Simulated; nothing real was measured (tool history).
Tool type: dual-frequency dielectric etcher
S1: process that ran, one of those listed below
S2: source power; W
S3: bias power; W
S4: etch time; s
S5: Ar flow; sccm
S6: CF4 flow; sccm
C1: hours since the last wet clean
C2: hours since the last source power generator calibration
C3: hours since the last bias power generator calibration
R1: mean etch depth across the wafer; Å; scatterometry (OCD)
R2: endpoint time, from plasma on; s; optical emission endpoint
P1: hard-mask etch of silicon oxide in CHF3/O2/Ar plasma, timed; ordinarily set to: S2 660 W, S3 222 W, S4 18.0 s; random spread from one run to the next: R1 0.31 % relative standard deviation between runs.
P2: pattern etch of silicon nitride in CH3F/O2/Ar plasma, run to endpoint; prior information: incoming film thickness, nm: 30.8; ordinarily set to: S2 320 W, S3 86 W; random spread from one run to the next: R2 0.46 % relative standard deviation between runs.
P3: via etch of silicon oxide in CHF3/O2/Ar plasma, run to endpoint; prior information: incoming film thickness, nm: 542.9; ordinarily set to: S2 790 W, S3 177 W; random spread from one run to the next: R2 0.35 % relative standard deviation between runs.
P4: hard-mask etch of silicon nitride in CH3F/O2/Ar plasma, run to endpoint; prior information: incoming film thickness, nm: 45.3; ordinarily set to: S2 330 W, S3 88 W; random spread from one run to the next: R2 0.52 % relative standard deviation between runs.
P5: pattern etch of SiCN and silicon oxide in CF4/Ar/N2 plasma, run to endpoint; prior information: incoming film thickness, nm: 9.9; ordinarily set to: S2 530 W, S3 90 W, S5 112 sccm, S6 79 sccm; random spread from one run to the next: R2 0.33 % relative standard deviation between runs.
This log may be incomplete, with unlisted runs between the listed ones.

{"run": 1, "day": 0.392, "S1": "P1", "S2": 660, "S3": 222, "S4": 18.0, "C1": 73.9, "C2": 2428.2, "C3": 2248.1, "R1": 395.23}
{"run": 2, "day": 0.683, "S1": "P3", "S2": 790, "S3": 135, "C1": 80.9, "C2": 2435.2, "C3": 2255.1, "R2": 272.65}
{"run": 3, "day": 1.012, "S1": "P1", "S2": 660, "S3": 222, "S4": 18.0, "C1": 88.8, "C2": 2443.1, "C3": 2263.0, "R1": 393.6}
{"run": 4, "day": 1.354, "S1": "P5", "S2": 530, "S3": 90, "S5": 141, "S6": 79, "C1": 97.0, "C2": 2451.3, "C3": 2271.2, "R2": 9.5314}
{"run": 5, "day": 1.738, "S1": "P5", "S2": 660, "S3": 90, "S5": 112, "S6": 79, "C1": 106.2, "C2": 2460.5, "C3": 2280.4, "R2": 7.5771}
{"run": 6, "day": 2.017, "S1": "P2", "S2": 320, "S3": 86, "C1": 112.9, "C2": 2467.2, "C3": 2287.1, "R2": 45.541}
{"run": 7, "day": 2.25, "S1": "P1", "S2": 660, "S3": 275, "S4": 18.0, "C1": 118.5, "C2": 2472.8, "C3": 2292.7, "R1": 427.25}
{"day": 2.429, "done": "bias power generator calibrated"}
{"run": 8, "day": 2.658, "S1": "P1", "S2": 660, "S3": 222, "S4": 18.0, "C1": 128.3, "C2": 2482.6, "C3": 5.6, "R1": 394.94}
{"run": 9, "day": 2.967, "S1": "P1", "S2": 780, "S3": 222, "S4": 18.0, "C1": 135.7, "C2": 2490.0, "C3": 13.0, "R1": 422.39}
{"run": 10, "day": 3.433, "S1": "P1", "S2": 660, "S3": 222, "S4": 11.0, "C1": 146.9, "C2": 2501.2, "C3": 24.2, "R1": 240.88}
{"run": 11, "day": 3.821, "S1": "P1", "S2": 660, "S3": 132, "S4": 18.0, "C1": 156.2, "C2": 2510.5, "C3": 33.5, "R1": 332.78}
{"run": 12, "day": 4.112, "S1": "P3", "S2": 790, "S3": 177, "C1": 163.2, "C2": 2517.5, "C3": 40.5, "R2": 250.95}
{"run": 13, "day": 4.538, "S1": "P1", "S2": 660, "S3": 222, "S4": 18.0, "C1": 173.4, "C2": 2527.7, "C3": 50.7, "R1": 394.24}
{"run": 14, "day": 4.804, "S1": "P1", "S2": 900, "S3": 171, "S4": 18.0, "C1": 179.8, "C2": 2534.1, "C3": 57.1, "R1": 407.9}
{"run": 15, "day": 5.204, "S1": "P5", "S2": 530, "S3": 90, "S5": 112, "S6": 48, "C1": 189.4, "C2": 2543.7, "C3": 66.7, "R2": 9.9102}
{"run": 16, "day": 5.588, "S1": "P1", "S2": 660, "S3": 140, "S4": 25.5, "C1": 198.6, "C2": 2552.9, "C3": 75.9, "R1": 479.35}
{"run": 17, "day": 6.088, "S1": "P5", "S2": 530, "S3": 119, "S5": 112, "S6": 79, "C1": 210.6, "C2": 2564.9, "C3": 87.9, "R2": 8.2924}
{"run": 18, "day": 6.554, "S1": "P4", "S2": 230, "S3": 88, "C1": 221.8, "C2": 2576.1, "C3": 99.1, "R2": 74.438}
{"run": 19, "day": 6.867, "S1": "P1", "S2": 660, "S3": 308, "S4": 24.5, "C1": 229.3, "C2": 2583.6, "C3": 106.6, "R1": 600.81}
{"run": 20, "day": 7.188, "S1": "P1", "S2": 660, "S3": 222, "S4": 24.0, "C1": 237.0, "C2": 2591.3, "C3": 114.3, "R1": 528.21}
{"run": 21, "day": 7.721, "S1": "P3", "S2": 980, "S3": 177, "C1": 249.8, "C2": 2604.1, "C3": 127.1, "R2": 231.21}
{"run": 22, "day": 7.979, "S1": "P4", "S2": 330, "S3": 88, "C1": 256.0, "C2": 2610.3, "C3": 133.3, "R2": 65.106}
{"run": 23, "day": 8.371, "S1": "P2", "S2": 320, "S3": 57, "C1": 265.4, "C2": 2619.7, "C3": 142.7, "R2": 52.515}
{"run": 24, "day": 8.825, "S1": "P4", "S2": 330, "S3": 88, "C1": 276.3, "C2": 2630.6, "C3": 153.6, "R2": 65.147}
{"run": 25, "day": 9.208, "S1": "P2", "S2": 220, "S3": 86, "C1": 285.5, "C2": 2639.8, "C3": 162.8, "R2": 52.382}
{"run": 26, "day": 9.654, "S1": "P5", "S2": 530, "S3": 90, "S5": 112, "S6": 79, "C1": 296.2, "C2": 2650.5, "C3": 173.5, "R2": 9.1912}
{"run": 27, "day": 10.021, "S1": "P1", "S2": 660, "S3": 222, "S4": 18.0, "C1": 305.0, "C2": 2659.3, "C3": 182.3, "R1": 396.81}
{"run": 28, "day": 10.346, "S1": "P1", "S2": 660, "S3": 222, "S4": 18.0, "C1": 312.8, "C2": 2667.1, "C3": 190.1, "R1": 394.81}
{"run": 29, "day": 10.625, "S1": "P4", "S2": 330, "S3": 114, "C1": 319.5, "C2": 2673.8, "C3": 196.8, "R2": 59.598}
{"run": 30, "day": 11.125, "S1": "P1", "S2": 440, "S3": 222, "S4": 18.0, "C1": 331.5, "C2": 2685.8, "C3": 208.8, "R1": 338.63}

Expected results for the next run?
{"run": 31, "day": 11.417, "S1": "P1", "S2": 660, "S3": 222, "S4": 18.0, "C1": 338.5, "C2": 2692.8, "C3": 215.8, "R1": "?"}

{"run 31": {"R1": 392.89}}

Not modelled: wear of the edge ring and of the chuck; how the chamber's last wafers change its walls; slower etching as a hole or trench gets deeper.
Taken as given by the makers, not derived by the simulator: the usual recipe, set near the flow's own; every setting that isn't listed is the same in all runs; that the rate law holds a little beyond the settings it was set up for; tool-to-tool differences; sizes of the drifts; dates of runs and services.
